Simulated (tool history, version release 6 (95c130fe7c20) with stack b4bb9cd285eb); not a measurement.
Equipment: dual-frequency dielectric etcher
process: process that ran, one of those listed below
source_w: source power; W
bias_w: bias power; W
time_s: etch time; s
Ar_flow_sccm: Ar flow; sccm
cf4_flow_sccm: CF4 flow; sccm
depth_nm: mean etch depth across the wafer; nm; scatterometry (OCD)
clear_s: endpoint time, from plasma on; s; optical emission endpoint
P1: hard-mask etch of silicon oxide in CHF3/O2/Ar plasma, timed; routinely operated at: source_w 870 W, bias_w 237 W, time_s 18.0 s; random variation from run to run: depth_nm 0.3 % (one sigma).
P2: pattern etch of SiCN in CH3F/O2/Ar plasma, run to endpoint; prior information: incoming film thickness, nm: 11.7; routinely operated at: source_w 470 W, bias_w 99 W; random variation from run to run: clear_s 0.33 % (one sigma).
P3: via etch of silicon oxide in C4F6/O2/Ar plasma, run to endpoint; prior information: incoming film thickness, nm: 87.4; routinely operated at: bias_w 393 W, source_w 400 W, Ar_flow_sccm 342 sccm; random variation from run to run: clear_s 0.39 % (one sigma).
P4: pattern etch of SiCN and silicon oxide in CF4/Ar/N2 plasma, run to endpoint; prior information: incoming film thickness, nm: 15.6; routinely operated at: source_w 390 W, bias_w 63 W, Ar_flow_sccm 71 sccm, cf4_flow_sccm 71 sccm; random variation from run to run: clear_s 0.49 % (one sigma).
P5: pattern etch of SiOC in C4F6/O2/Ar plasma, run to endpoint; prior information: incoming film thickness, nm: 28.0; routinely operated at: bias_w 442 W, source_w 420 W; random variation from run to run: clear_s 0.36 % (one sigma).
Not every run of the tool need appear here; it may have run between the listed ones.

run     day  process  source_w  bias_w  time_s  Ar_flow_sccm  cf4_flow_sccm  hours since the last wet clean  hours since the last source power generator calibration  hours since the last bias power generator calibration  depth_nm  clear_s
  1   0.625       P1       870     237    18.0                                                        254.3                                                    275.1                                                 1257.2    44.379
  2   0.971       P1       870     237    18.0                                                        262.6                                                    283.4                                                 1265.5    44.180
  3   1.479       P1       870     237    18.0                                                        274.8                                                    295.6                                                 1277.7    44.425
  4   2.025       P1       870     237    18.0                                                        287.9                                                    308.7                                                 1290.8    44.377
  5   2.650       P2       470     126                                                                302.9                                                    323.7                                                 1305.8            23.5430
  6   3.179       P3       520     393                   342                                          315.6                                                    336.4                                                 1318.5            19.3390
  7   3.583       P5       420     525                                                                325.3                                                    346.1                                                 1328.2             9.0056
  8   4.175       P4       390      63                    91             71                           339.5                                                    360.3                                                 1342.4            21.9100
  9   4.662       P1       870     237    18.0                                                        351.2                                                    372.0                                                 1354.1    44.563
 10   5.154       P3       400     393                   342                                          363.0                                                    383.8                                                 1365.9            21.2640
 11   5.729       P3       400     482                   342                                          376.8                                                    397.6                                                 1379.7            19.8160
 12   6.096       P4       390      63                    71             47                           385.6                                                    406.4                                                 1388.5            22.4910
 13   6.712       P4       390      41                    71             71                           400.4                                                    421.2                                                 1403.3            23.6570
 14   7.088       P5       280     442                                                                409.4                                                    430.2                                                 1412.3            11.1240
 15   7.488       P1       510     237    18.0                                                        419.0                                                    439.8                                                 1421.9    36.288
 16   7.900       P1       870     237    26.0                                                        428.9                                                    449.7                                                 1431.8    64.366
 17   8.479       P1       870     237    11.0                                                        442.8                                                    463.6                                                 1445.7    27.024
 18   9.000       P1       870     312    18.0                                                        455.3                                                    476.1                                                 1458.2    48.973
 19   9.292       P4       520      63                    71             71                           462.3                                                    483.1                                                 1465.2            16.2870
 20   9.779       P5       420     442                                                                474.0                                                    494.8                                                 1476.9             9.6061
 21  10.308       P2       570      99                                                                486.7                                                    507.5                                                 1489.6            24.0390
 22  10.604       P1       870     155    18.0                                                        493.8                                                    514.6                                                 1496.7    38.614
 23  10.950       P1      1110     183    18.0                                                        502.1                                                    522.9                                                 1505.0    44.592
 24  11.279       P3       400     393                   262                                          510.0                                                    530.8                                                 1512.9            20.5160
 25  11.912       P2       470      99                                                                525.2                                                    546.0                                                 1528.1            25.7420
 26  12.300       P1      1100     237    18.0                                                        534.5                                                    555.3                                                 1537.4    48.571
 27  12.596       P4       390      63                    71             71                           541.6                                                    562.4                                                 1544.5            20.9850
 28  13.038       P1       710     237    10.5                                                        552.2                                                    573.0                                                 1555.1    23.927
 29  13.446       P1       870     237    18.0                                                        562.0                                                    582.8                                                 1564.9    44.579
 30  13.958       P1       870     237    18.0                                                        574.3                                                    595.1                                                 1577.2    44.098
 31  14.483       P1       870     237    18.0                                                        586.9                                                    607.7                                                 1589.8    44.071
 32  15.042       P1       870     237    18.0                                                        600.3                                                    621.1                                                 1603.2    43.860
 33  15.596       P1       870     237    18.0                                                        613.6                                                    634.4                                                 1616.5    43.645
 34  16.138       P1       870     237    18.0                                                        626.6                                                    647.4                                                 1629.5    43.779
     16.504  -- wet clean of the chamber
 35  16.658       P1       870     237    18.0                                                          3.7                                                    659.9                                                 1642.0    43.695
 36  17.100       P1       870     237    18.0                                                         14.3                                                    670.5                                                 1652.6    43.711
 37  17.729       P1       870     237    18.0                                                         29.4                                                    685.6                                                 1667.7    43.702
 38  18.250       P1       870     237    18.0                                                         41.9                                                    698.1                                                 1680.2    43.522

The log shows P1 creeping away from where it was. Any of the 2 causes listed here, at the size stated for it, fits the log just as well as the others:
A: source power that arrives under what is set, % = 4.18
B: bias power that arrives under what is set, % = 4.59
The gradual shift began around day 13.446.
Each remaining cause and why it is not a fit:
chamber walls in a state that lowers the etch rate, %: serviced at day 16.504, which brought nothing back

Which of the check runs below tells the causes apart, meaning the causes would give it clearly different results? Each run uses 3 wafers whose results are averaged, and each result is shown as a question mark.
check 1  18.771       P5       420     442                                                                                                                                                                                                       ?
check 2  18.771       P4       390      63                    71             71                                                                                                                                                                  ?
check 3  18.771       P2       470      99                                                                                                                                                                                                       ?
check 4  18.771       P3       400     393                   342                                                                                                                                                                                 ?

If the cause were each of the candidates in turn, the checks would give the following:
  check   result     if A     if B
check 1  clear_s   9.7265   9.7389
check 2  clear_s  21.7740  21.2720
check 3  clear_s  26.2170  26.2600
check 4  clear_s  21.6540  21.6750
Per check, the gap between the least separated pair of causes, taken in the result that splits them most: check 1 0.13 %; check 2 2.33 %; check 3 0.16 %; check 4 0.1 %
Only in check 2 would the causes give clearly different results; in the remaining checks their results would be nearly the same.

Here is what check 2 returned: clear_s 21.3340 s. Which cause is it?

Of the candidate causes, it is B: bias power that arrives under what is set, %.
